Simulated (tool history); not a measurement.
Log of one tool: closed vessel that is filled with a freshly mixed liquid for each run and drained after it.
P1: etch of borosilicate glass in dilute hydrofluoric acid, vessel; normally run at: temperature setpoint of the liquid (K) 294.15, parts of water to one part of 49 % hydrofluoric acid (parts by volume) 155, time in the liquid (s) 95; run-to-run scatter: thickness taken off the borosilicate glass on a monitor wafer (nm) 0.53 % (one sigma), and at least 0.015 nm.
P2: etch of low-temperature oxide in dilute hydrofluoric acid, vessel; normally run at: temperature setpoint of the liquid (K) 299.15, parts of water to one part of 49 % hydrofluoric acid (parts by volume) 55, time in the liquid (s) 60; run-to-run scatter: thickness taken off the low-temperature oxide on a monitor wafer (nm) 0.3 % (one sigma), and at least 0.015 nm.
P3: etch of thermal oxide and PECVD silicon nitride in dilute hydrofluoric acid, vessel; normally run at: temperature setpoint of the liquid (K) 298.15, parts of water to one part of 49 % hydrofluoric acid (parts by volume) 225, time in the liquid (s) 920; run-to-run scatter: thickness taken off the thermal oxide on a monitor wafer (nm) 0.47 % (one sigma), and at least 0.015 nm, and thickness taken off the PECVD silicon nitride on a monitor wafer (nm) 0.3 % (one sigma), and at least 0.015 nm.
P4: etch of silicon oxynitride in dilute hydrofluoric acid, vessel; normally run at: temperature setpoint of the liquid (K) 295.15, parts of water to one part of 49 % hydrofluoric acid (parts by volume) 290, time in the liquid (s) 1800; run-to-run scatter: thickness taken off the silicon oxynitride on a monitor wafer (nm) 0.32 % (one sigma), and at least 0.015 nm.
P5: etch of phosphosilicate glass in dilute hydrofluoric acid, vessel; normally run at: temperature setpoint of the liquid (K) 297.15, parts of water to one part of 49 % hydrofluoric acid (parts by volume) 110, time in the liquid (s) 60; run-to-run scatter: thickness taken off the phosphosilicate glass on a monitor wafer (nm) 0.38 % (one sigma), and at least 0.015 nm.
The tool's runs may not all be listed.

run   hour  process that ran  temperature setpoint of the liquid (K)  parts of water to one part of 49 % hydrofluoric acid (parts by volume)  time in the liquid (s)  hours since the thermometer was replaced  hours since the hydrofluoric acid flow meter was replaced  thickness taken off the borosilicate glass on a monitor wafer (nm)  thickness taken off the low-temperature oxide on a monitor wafer (nm)  thickness taken off the silicon oxynitride on a monitor wafer (nm)  thickness taken off the phosphosilicate glass on a monitor wafer (nm)  thickness taken off the thermal oxide on a monitor wafer (nm)  thickness taken off the PECVD silicon nitride on a monitor wafer (nm)
  1    4.7                P1                                  294.15                                                                     155                      95                                    1804.2                                                     1538.1                                                              20.125
  2    7.5                P2                                  299.15                                                                      55                      60                                      1807                                                     1540.9                                                                                                                                     13.698
  3   10.7                P2                                  299.15                                                                      95                      60                                    1810.2                                                     1544.1                                                                                                                                     7.5326
  4   16.1                P1                                  294.15                                                                     155                      95                                    1815.6                                                     1549.5                                                               19.95
  5   19.3                P1                                  294.15                                                                      40                      95                                    1818.8                                                     1552.7                                                              88.232
  6   22.9                P4                                  295.15                                                                     290                     845                                    1822.4                                                     1556.3                                                                                                                                                                                                         10.866
  7   25.9                P5                                  297.15                                                                     110                      30                                    1825.4                                                     1559.3                                                                                                                                                                                                                                                                                18.985
  8   29.2                P2                                  299.15                                                                      55                     105                                    1828.7                                                     1562.6                                                                                                                                     24.119
  9   34.1                P3                                  298.15                                                                     225                     920                                    1833.6                                                     1567.5                                                                                                                                                                                                                                                                                                                                               18.023                                                                 15.858
 10   39.2                P1                                  294.15                                                                     155                      95                                    1838.7                                                     1572.6                                                              19.842
 11   44.7                P5                                  297.15                                                                      55                      60                                    1844.2                                                     1578.1                                                                                                                                                                                                                                                                                82.143
 12   49.3                P3                                  291.15                                                                     225                     920                                    1848.8                                                     1582.7                                                                                                                                                                                                                                                                                                                                                13.84                                                                  10.16
 13   54.7                P3                                  298.15                                                                     390                     920                                    1854.2                                                     1588.1                                                                                                                                                                                                                                                                                                                                               8.8412                                                                 9.2148
 14   58.9                P1                                  290.15                                                                     155                      95                                    1858.4                                                     1592.3                                                              17.008
 15     64                P5                                  292.65                                                                     110                      60                                    1863.5                                                     1597.4                                                                                                                                                                                                                                                                                32.055
 16   67.9                P4                                  295.15                                                                     150                    1800                                    1867.4                                                     1601.3                                                                                                                                                                                                         49.074
 17   73.5                P5                                  297.15                                                                     110                      60                                      1873                                                     1606.9                                                                                                                                                                                                                                                                                37.825
 18   76.7                P1                                  298.15                                                                     155                      95                                    1876.2                                                     1610.1                                                              23.433
 19   79.8                P1                                  299.15                                                                     155                     165                                    1879.3                                                     1613.2                                                               42.21
 20   85.6                P1                                  294.15                                                                     100                     170                                    1885.1                                                       1619                                                              58.574
 21     91                P1                                  294.15                                                                     155                     170                                    1890.5                                                     1624.4                                                              35.584
 22   96.1                P2                                  303.65                                                                      55                      60                                    1895.6                                                     1629.5                                                                                                                                     16.389
 23  101.3                P3                                  298.15                                                                     225                    1600                                    1900.8                                                     1634.7                                                                                                                                                                                                                                                                                                                                               31.579                                                                 27.813
 24  107.1                P3                                  298.15                                                                     225                     920                                    1906.6                                                     1640.5                                                                                                                                                                                                                                                                                                                                                18.02                                                                 15.956
 25  110.7                P1                                  294.15                                                                     155                      95                                    1910.2                                                     1644.1                                                              20.004
 26  116.1                P1                                  294.15                                                                     265                      95                                    1915.6                                                     1649.5                                                              10.462
 27    120                P4                                  300.65                                                                     290                    1800                                    1919.5                                                     1653.4                                                                                                                                                                                                         29.068
 28  124.7                P1                                  294.15                                                                     155                      35                                    1924.2                                                     1658.1                                                               7.325
 29  130.6                P1                                  294.15                                                                     155                      95                                    1930.1                                                       1664                                                              19.758
 30  134.2                P4                                  295.15                                                                     290                    1800                                    1933.7                                                     1667.6                                                                                                                                                                                                         23.076
 31  136.8                P1                                  294.15                                                                     155                      95                                    1936.3                                                     1670.2                                                              19.931
 32  142.1                P1                                  294.15                                                                     155                      95                                    1941.6                                                     1675.5                                                              20.521
 33  147.7                P1                                  294.15                                                                     155                      95                                    1947.2                                                     1681.1                                                              20.774
 34  150.7                P1                                  294.15                                                                     155                      95                                    1950.2                                                     1684.1                                                              21.081
 35  154.4                P1                                  294.15                                                                     155                      95                                    1953.9                                                     1687.8                                                               20.88
 36  160.4                P1                                  294.15                                                                     155                      95                                    1959.9                                                     1693.8                                                              21.018
 37  166.1                P1                                  294.15                                                                     155                      95                                    1965.6                                                     1699.5                                                              21.071
 38  168.8                P1                                  294.15                                                                     155                      95                                    1968.3                                                     1702.2                                                              21.068
 39  172.2                P1                                  294.15                                                                     155                      95                                    1971.7                                                     1705.6                                                              21.173
 40  176.9                P1                                  294.15                                                                     155                      95                                    1976.4                                                     1710.3                                                              21.203

What P1 gives has crept away from where it was. These 2 causes fit the log equally well, each at the size given:
A: hydrofluoric acid flow above the setpoint (%) = 5.21
B: liquid hotter than its thermometer reads (K) = 1.52
The creep began at about hour 136.8.

4 check runs are offered, one wafer each, their results left as question marks. Which one tells the causes apart?
check 1  181.6                P2                                  299.15                                                                      55                      60                                                                                                                                                                                                                                               ?
check 2  181.6                P5                                  297.15                                                                     110                      60                                                                                                                                                                                                                                                                                                                                                                                          ?
check 3  181.6                P3                                  298.15                                                                     225                     920                                                                                                                                                                                                                                                                                                                                                                                                                                                         ?                                                                      ?
check 4  181.6                P4                                  295.15                                                                     290                    1800                                                                                                                                                                                                                                                                                                                   ?

What each check would give under each cause:
  check                                                                 result    if A    if B
check 1  thickness taken off the low-temperature oxide on a monitor wafer (nm)  14.477  14.571
check 2  thickness taken off the phosphosilicate glass on a monitor wafer (nm)  40.364  40.442
check 3          thickness taken off the thermal oxide on a monitor wafer (nm)  19.228  19.063
check 3  thickness taken off the PECVD silicon nitride on a monitor wafer (nm)   16.75  17.488
check 4     thickness taken off the silicon oxynitride on a monitor wafer (nm)  24.541  24.677
How far apart the two closest causes lie, in the result that separates them most: check 1 0.64 %; check 2 0.19 %; check 3 4.31 %; check 4 0.55 %
Check 3 tells the causes apart: in the others they would give nearly the same result.

Check 3 was then run and gave: thickness taken off the thermal oxide on a monitor wafer (nm) 19.121; thickness taken off the PECVD silicon nitride on a monitor wafer (nm) 17.452. Which cause is it?

It is B: liquid hotter than its thermometer reads (K).

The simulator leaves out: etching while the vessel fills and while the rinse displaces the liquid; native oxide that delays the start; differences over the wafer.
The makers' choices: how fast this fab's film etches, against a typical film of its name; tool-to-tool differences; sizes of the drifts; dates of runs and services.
